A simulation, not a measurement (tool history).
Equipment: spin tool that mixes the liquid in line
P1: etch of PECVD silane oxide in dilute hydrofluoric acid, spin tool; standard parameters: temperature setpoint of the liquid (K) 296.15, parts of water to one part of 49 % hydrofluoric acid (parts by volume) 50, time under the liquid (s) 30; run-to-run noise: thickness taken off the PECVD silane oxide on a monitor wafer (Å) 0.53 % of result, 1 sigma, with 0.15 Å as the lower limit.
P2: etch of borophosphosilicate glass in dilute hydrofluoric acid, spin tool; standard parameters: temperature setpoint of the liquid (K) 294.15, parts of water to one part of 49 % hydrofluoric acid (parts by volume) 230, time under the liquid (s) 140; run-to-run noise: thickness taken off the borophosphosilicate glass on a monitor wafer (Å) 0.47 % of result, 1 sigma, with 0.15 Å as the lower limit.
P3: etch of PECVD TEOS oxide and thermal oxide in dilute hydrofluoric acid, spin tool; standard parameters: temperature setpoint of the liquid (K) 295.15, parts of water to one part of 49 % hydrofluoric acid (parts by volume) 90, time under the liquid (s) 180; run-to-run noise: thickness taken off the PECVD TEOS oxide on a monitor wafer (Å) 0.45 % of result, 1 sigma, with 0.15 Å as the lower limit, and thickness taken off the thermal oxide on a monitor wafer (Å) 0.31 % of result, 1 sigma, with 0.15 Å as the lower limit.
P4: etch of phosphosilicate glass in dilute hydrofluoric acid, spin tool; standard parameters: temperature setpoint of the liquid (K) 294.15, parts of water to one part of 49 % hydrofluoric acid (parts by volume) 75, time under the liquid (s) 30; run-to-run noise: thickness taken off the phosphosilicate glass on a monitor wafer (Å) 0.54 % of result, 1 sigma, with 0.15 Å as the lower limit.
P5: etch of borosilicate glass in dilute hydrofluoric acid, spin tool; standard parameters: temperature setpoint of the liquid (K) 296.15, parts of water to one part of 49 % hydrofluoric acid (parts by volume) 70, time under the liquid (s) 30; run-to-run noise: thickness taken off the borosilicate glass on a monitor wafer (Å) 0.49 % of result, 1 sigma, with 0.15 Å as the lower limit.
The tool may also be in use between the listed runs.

run   hour  process that ran  temperature setpoint of the liquid (K)  parts of water to one part of 49 % hydrofluoric acid (parts by volume)  time under the liquid (s)  hours since the thermometer was replaced  hours since the hydrofluoric acid flow meter was replaced  thickness taken off the PECVD silane oxide on a monitor wafer (Å)  thickness taken off the phosphosilicate glass on a monitor wafer (Å)  thickness taken off the borophosphosilicate glass on a monitor wafer (Å)  thickness taken off the borosilicate glass on a monitor wafer (Å)  thickness taken off the PECVD TEOS oxide on a monitor wafer (Å)  thickness taken off the thermal oxide on a monitor wafer (Å)
  1    6.3                P1                                  296.15                                                                      50                         30                                      90.0                                                      514.1                                                             279.57
  2   10.6                P1                                  296.15                                                                      50                         30                                      94.3                                                      518.4                                                             278.75
  3   14.5                P4                                  294.15                                                                      75                         50                                      98.2                                                      522.3                                                                                                                                   604.77
  4   19.5                P2                                  301.65                                                                     230                        140                                     103.2                                                      527.3                                                                                                                                                                                                            243.510
  5   25.7                P5                                  296.15                                                                     125                         30                                     109.4                                                      533.5                                                                                                                                                                                                                                                                                104.86
  6   29.9                P1                                  292.65                                                                      75                         30                                     113.6                                                      537.7                                                             155.44
  7   34.5                P1                                  296.15                                                                      20                         30                                     118.2                                                      542.3                                                             728.67
  8   38.3                P1                                  290.15                                                                      50                         30                                     122.0                                                      546.1                                                             217.59
  9   42.8                P3                                  290.15                                                                      90                        180                                     126.5                                                      550.6                                                                                                                                                                                                                                                                                                                                                252.390                                                        73.019
 10   49.2                P2                                  294.15                                                                     230                        205                                     132.9                                                      557.0                                                                                                                                                                                                            271.950
 11   54.0                P1                                  296.15                                                                      50                         60                                     137.7                                                      561.8                                                             557.52
 12   60.3                P5                                  296.15                                                                      70                         15                                     144.0                                                      568.1                                                                                                                                                                                                                                                                                100.55
 13   64.4                P4                                  294.15                                                                     110                         30                                     148.1                                                      572.2                                                                                                                                   237.38
 14   68.6                P1                                  296.15                                                                      50                         30                                     152.3                                                      576.4                                                             280.55
 15   73.5                P2                                  294.15                                                                     230                        140                                     157.2                                                      581.3                                                                                                                                                                                                            185.370
 16   77.8                P1                                  296.15                                                                      50                         30                                     161.5                                                      585.6                                                             280.94
 17   84.7                P1                                  299.65                                                                      50                         30                                     168.4                                                      592.5                                                             322.74
 18   90.2                P3                                  295.15                                                                      90                        180                                     173.9                                                      598.0                                                                                                                                                                                                                                                                                                                                                309.190                                                        90.036
 19   96.7                P2                                  294.15                                                                     230                        140                                     180.4                                                      604.5                                                                                                                                                                                                            185.270
 20   99.9                P4                                  294.15                                                                      75                         30                                     183.6                                                      607.7                                                                                                                                   363.61
 21  105.4                P5                                  290.15                                                                      70                         30                                     189.1                                                      613.2                                                                                                                                                                                                                                                                                156.02
 22  109.1                P3                                  295.15                                                                      20                        180                                     192.8                                                      616.9                                                                                                                                                                                                                                                                                                                                               1531.000                                                       440.600
 23  114.5                P1                                  296.15                                                                      90                         30                                     198.2                                                      622.3                                                             147.46
 24  121.2                P1                                  300.65                                                                      80                         30                                     204.9                                                      629.0                                                             199.02
 25  127.8                P1                                  296.15                                                                      50                         30                                     211.5                                                      635.6                                                             282.32
 26  134.6                P1                                  296.15                                                                      50                         30                                     218.3                                                      642.4                                                             277.48
 27  138.7                P2                                  294.15                                                                     385                        140                                     222.4                                                      646.5                                                                                                                                                                                                             95.883
 28  144.6                P5                                  296.15                                                                      70                         30                                     228.3                                                      652.4                                                                                                                                                                                                                                                                                201.70
 29  148.8                P1                                  296.15                                                                      50                         15                                     232.5                                                      656.6                                                             140.19
 30  152.4                P4                                  290.15                                                                      75                         30                                     236.1                                                      660.2                                                                                                                                   303.95
 31  158.7                P5                                  296.15                                                                      70                         30                                     242.4                                                      666.5                                                                                                                                                                                                                                                                                200.11
 32  166.0                P3                                  295.15                                                                      90                         30                                     249.7                                                      673.8                                                                                                                                                                                                                                                                                                                                                 51.709                                                        15.037
 33  170.5                P1                                  296.15                                                                      50                         30                                     254.2                                                      678.3                                                             280.14
 34  176.3                P1                                  296.15                                                                      50                         30                                     260.0                                                      684.1                                                             292.62
 35  183.5                P1                                  296.15                                                                      50                         30                                     267.2                                                      691.3                                                             300.85
 36  189.5                P1                                  296.15                                                                      50                         30                                     273.2                                                      697.3                                                             302.61
 37  194.6                P1                                  296.15                                                                      50                         30                                     278.3                                                      702.4                                                             305.91
 38  199.5                P1                                  296.15                                                                      50                         30                                     283.2                                                      707.3                                                             308.96
 39  206.4                P1                                  296.15                                                                      50                         30                                     290.1                                                      714.2                                                             310.33

Something has made what P1 gives creep away from where it was; the 2 causes below, each at its own stated size, fit the log equally well:
A: liquid hotter than its thermometer reads (K) = 2.24
B: hydrofluoric acid flow above the setpoint (%) = 9.02
Creep in the process output first set in at about hour 170.5.

Each of the 4 check runs below uses one wafer; its results are left as question marks. Which run tells the causes apart?
check 1  213.3                P2                                  300.15                                                                     330                        140                                                                                                                                                                                                                                                                                                                       ?
check 2  213.3                P4                                  294.15                                                                     105                         45                                                                                                                                                                                                                                             ?
check 3  213.3                P3                                  295.15                                                                      40                        180                                                                                                                                                                                                                                                                                                                                                                                                                                                           ?                                                             ?
check 4  213.3                P5                                  296.15                                                                     115                         30                                                                                                                                                                                                                                                                                                                                                                                          ?

Predicted outcomes, by check and by cause:
  check                                                                    result     if A     if B
check 1  thickness taken off the borophosphosilicate glass on a monitor wafer (Å)  155.000  161.600
check 2      thickness taken off the phosphosilicate glass on a monitor wafer (Å)   409.35   411.96
check 3           thickness taken off the PECVD TEOS oxide on a monitor wafer (Å)  816.600  814.180
check 3              thickness taken off the thermal oxide on a monitor wafer (Å)  236.440  235.730
check 4         thickness taken off the borosilicate glass on a monitor wafer (Å)   126.23   127.48
Separation of the two closest causes in each check, using whichever result separates them best: check 1 4.17 %; check 2 0.64 %; check 3 0.3 %; check 4 0.99 %
The other checks would show nearly matching results whichever cause is true, so check 1 is the only one that separates the causes.

Then check 1 was run and gave: thickness taken off the borophosphosilicate glass on a monitor wafer (Å) 154.950. Which cause is it?

The correct cause is A, namely: liquid hotter than its thermometer reads (K).
